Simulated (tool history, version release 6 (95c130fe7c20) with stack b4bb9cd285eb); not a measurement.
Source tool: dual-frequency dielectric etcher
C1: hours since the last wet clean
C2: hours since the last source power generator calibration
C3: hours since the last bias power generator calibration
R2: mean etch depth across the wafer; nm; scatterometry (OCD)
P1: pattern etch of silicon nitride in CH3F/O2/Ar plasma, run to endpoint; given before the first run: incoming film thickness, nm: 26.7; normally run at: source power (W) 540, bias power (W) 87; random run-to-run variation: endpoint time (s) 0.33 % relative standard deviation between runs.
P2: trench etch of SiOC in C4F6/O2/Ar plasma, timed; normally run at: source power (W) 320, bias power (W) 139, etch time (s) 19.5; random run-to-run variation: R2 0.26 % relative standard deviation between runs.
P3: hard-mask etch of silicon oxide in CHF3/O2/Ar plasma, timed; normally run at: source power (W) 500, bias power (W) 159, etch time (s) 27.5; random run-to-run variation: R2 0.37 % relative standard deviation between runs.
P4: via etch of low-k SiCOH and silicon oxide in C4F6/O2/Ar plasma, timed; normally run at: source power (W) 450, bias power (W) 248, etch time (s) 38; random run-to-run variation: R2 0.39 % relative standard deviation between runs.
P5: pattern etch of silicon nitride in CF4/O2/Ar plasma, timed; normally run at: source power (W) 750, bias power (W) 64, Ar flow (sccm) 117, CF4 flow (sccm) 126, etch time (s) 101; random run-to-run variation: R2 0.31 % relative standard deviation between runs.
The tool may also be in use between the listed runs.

{"run": 1, "day": 0.554, "process that ran": "P1", "source power (W)": 540, "bias power (W)": 87, "C1": 320.2, "C2": 927, "C3": 1250.6, "endpoint time (s)": 32.211}
{"run": 2, "day": 1.0, "process that ran": "P2", "source power (W)": 320, "bias power (W)": 139, "etch time (s)": 27, "C1": 330.9, "C2": 937.7, "C3": 1261.3, "R2": 46.919}
{"run": 3, "day": 1.667, "process that ran": "P5", "source power (W)": 750, "bias power (W)": 64, "etch time (s)": 101, "Ar flow (sccm)": 117, "CF4 flow (sccm)": 126, "C1": 346.9, "C2": 953.7, "C3": 1277.3, "R2": 306.66}
{"run": 4, "day": 2.092, "process that ran": "P1", "source power (W)": 540, "bias power (W)": 87, "C1": 357.1, "C2": 963.9, "C3": 1287.5, "endpoint time (s)": 32.024}
{"run": 5, "day": 2.704, "process that ran": "P1", "source power (W)": 540, "bias power (W)": 87, "C1": 371.8, "C2": 978.6, "C3": 1302.2, "endpoint time (s)": 32.104}
{"run": 6, "day": 3.092, "process that ran": "P5", "source power (W)": 750, "bias power (W)": 64, "etch time (s)": 101, "Ar flow (sccm)": 117, "CF4 flow (sccm)": 158, "C1": 381.1, "C2": 987.9, "C3": 1311.5, "R2": 313.83}
{"run": 7, "day": 3.558, "process that ran": "P5", "source power (W)": 1000, "bias power (W)": 64, "etch time (s)": 101, "Ar flow (sccm)": 117, "CF4 flow (sccm)": 126, "C1": 392.3, "C2": 999.1, "C3": 1322.7, "R2": 394.24}
{"day": 3.95, "done": "bias power generator calibrated"}
{"run": 8, "day": 4.279, "process that ran": "P3", "source power (W)": 500, "bias power (W)": 159, "etch time (s)": 27.5, "C1": 409.6, "C2": 1016.4, "C3": 8, "R2": 48.909}
{"run": 9, "day": 4.612, "process that ran": "P4", "source power (W)": 450, "bias power (W)": 248, "etch time (s)": 38, "C1": 417.6, "C2": 1024.4, "C3": 16, "R2": 103.72}
{"run": 10, "day": 5.183, "process that ran": "P2", "source power (W)": 320, "bias power (W)": 139, "etch time (s)": 19.5, "C1": 431.3, "C2": 1038.1, "C3": 29.7, "R2": 33.815}
{"run": 11, "day": 5.825, "process that ran": "P1", "source power (W)": 540, "bias power (W)": 51, "C1": 446.7, "C2": 1053.5, "C3": 45.1, "endpoint time (s)": 38.429}
{"run": 12, "day": 6.283, "process that ran": "P1", "source power (W)": 540, "bias power (W)": 120, "C1": 457.7, "C2": 1064.5, "C3": 56.1, "endpoint time (s)": 28.808}
{"run": 13, "day": 6.796, "process that ran": "P2", "source power (W)": 320, "bias power (W)": 106, "etch time (s)": 19.5, "C1": 470, "C2": 1076.8, "C3": 68.4, "R2": 31.134}
{"run": 14, "day": 7.3, "process that ran": "P3", "source power (W)": 500, "bias power (W)": 113, "etch time (s)": 27.5, "C1": 482.1, "C2": 1088.9, "C3": 80.5, "R2": 43.835}
{"run": 15, "day": 7.888, "process that ran": "P5", "source power (W)": 750, "bias power (W)": 64, "etch time (s)": 101, "Ar flow (sccm)": 70, "CF4 flow (sccm)": 126, "C1": 496.2, "C2": 1103, "C3": 94.6, "R2": 323.84}
{"run": 16, "day": 8.346, "process that ran": "P5", "source power (W)": 750, "bias power (W)": 84, "etch time (s)": 101, "Ar flow (sccm)": 117, "CF4 flow (sccm)": 126, "C1": 507.2, "C2": 1114, "C3": 105.6, "R2": 339.22}
{"run": 17, "day": 9.008, "process that ran": "P3", "source power (W)": 500, "bias power (W)": 159, "etch time (s)": 20, "C1": 523.1, "C2": 1129.9, "C3": 121.5, "R2": 35.555}
{"run": 18, "day": 9.575, "process that ran": "P3", "source power (W)": 680, "bias power (W)": 159, "etch time (s)": 27.5, "C1": 536.7, "C2": 1143.5, "C3": 135.1, "R2": 54.749}
{"run": 19, "day": 10.192, "process that ran": "P4", "source power (W)": 530, "bias power (W)": 248, "etch time (s)": 38, "C1": 551.5, "C2": 1158.3, "C3": 149.9, "R2": 111.2}
{"run": 20, "day": 10.529, "process that ran": "P1", "source power (W)": 540, "bias power (W)": 87, "C1": 559.6, "C2": 1166.4, "C3": 158, "endpoint time (s)": 32.354}
{"run": 21, "day": 10.946, "process that ran": "P5", "source power (W)": 750, "bias power (W)": 64, "etch time (s)": 101, "Ar flow (sccm)": 117, "CF4 flow (sccm)": 126, "C1": 569.6, "C2": 1176.4, "C3": 168, "R2": 306.89}
{"run": 22, "day": 11.612, "process that ran": "P1", "source power (W)": 730, "bias power (W)": 63, "C1": 585.6, "C2": 1192.4, "C3": 184, "endpoint time (s)": 32.046}
{"run": 23, "day": 12.2, "process that ran": "P1", "source power (W)": 760, "bias power (W)": 87, "C1": 599.7, "C2": 1206.5, "C3": 198.1, "endpoint time (s)": 28.439}
{"run": 24, "day": 12.775, "process that ran": "P3", "source power (W)": 500, "bias power (W)": 159, "etch time (s)": 27.5, "C1": 613.5, "C2": 1220.3, "C3": 211.9, "R2": 48.688}
{"run": 25, "day": 13.196, "process that ran": "P1", "source power (W)": 540, "bias power (W)": 87, "C1": 623.6, "C2": 1230.4, "C3": 222, "endpoint time (s)": 32.407}
{"run": 26, "day": 13.75, "process that ran": "P5", "source power (W)": 750, "bias power (W)": 64, "etch time (s)": 133, "Ar flow (sccm)": 117, "CF4 flow (sccm)": 126, "C1": 636.9, "C2": 1243.7, "C3": 235.3, "R2": 403.52}
{"run": 27, "day": 14.442, "process that ran": "P4", "source power (W)": 450, "bias power (W)": 248, "etch time (s)": 38, "C1": 653.5, "C2": 1260.3, "C3": 251.9, "R2": 104.6}
{"run": 28, "day": 14.879, "process that ran": "P4", "source power (W)": 450, "bias power (W)": 248, "etch time (s)": 57, "C1": 664, "C2": 1270.8, "C3": 262.4, "R2": 156.8}
{"run": 29, "day": 15.521, "process that ran": "P1", "source power (W)": 540, "bias power (W)": 87, "C1": 679.4, "C2": 1286.2, "C3": 277.8, "endpoint time (s)": 32.519}
{"run": 30, "day": 16.062, "process that ran": "P4", "source power (W)": 450, "bias power (W)": 149, "etch time (s)": 38, "C1": 692.4, "C2": 1299.2, "C3": 290.8, "R2": 88.128}
{"run": 31, "day": 16.538, "process that ran": "P1", "source power (W)": 400, "bias power (W)": 87, "C1": 703.8, "C2": 1310.6, "C3": 302.2, "endpoint time (s)": 36.103}
{"run": 32, "day": 17.108, "process that ran": "P1", "source power (W)": 320, "bias power (W)": 104, "C1": 717.5, "C2": 1324.3, "C3": 315.9, "endpoint time (s)": 36.91}
{"run": 33, "day": 17.783, "process that ran": "P2", "source power (W)": 320, "bias power (W)": 139, "etch time (s)": 19.5, "C1": 733.7, "C2": 1340.5, "C3": 332.1, "R2": 33.856}

Run 34 is up next; what results do you expect?
{"run": 34, "day": 18.55, "process that ran": "P2", "source power (W)": 240, "bias power (W)": 139, "etch time (s)": 19.5, "C1": 752.1, "C2": 1358.9, "C3": 350.5, "R2": "?"}

{"run 34": {"R2": 30.309}}
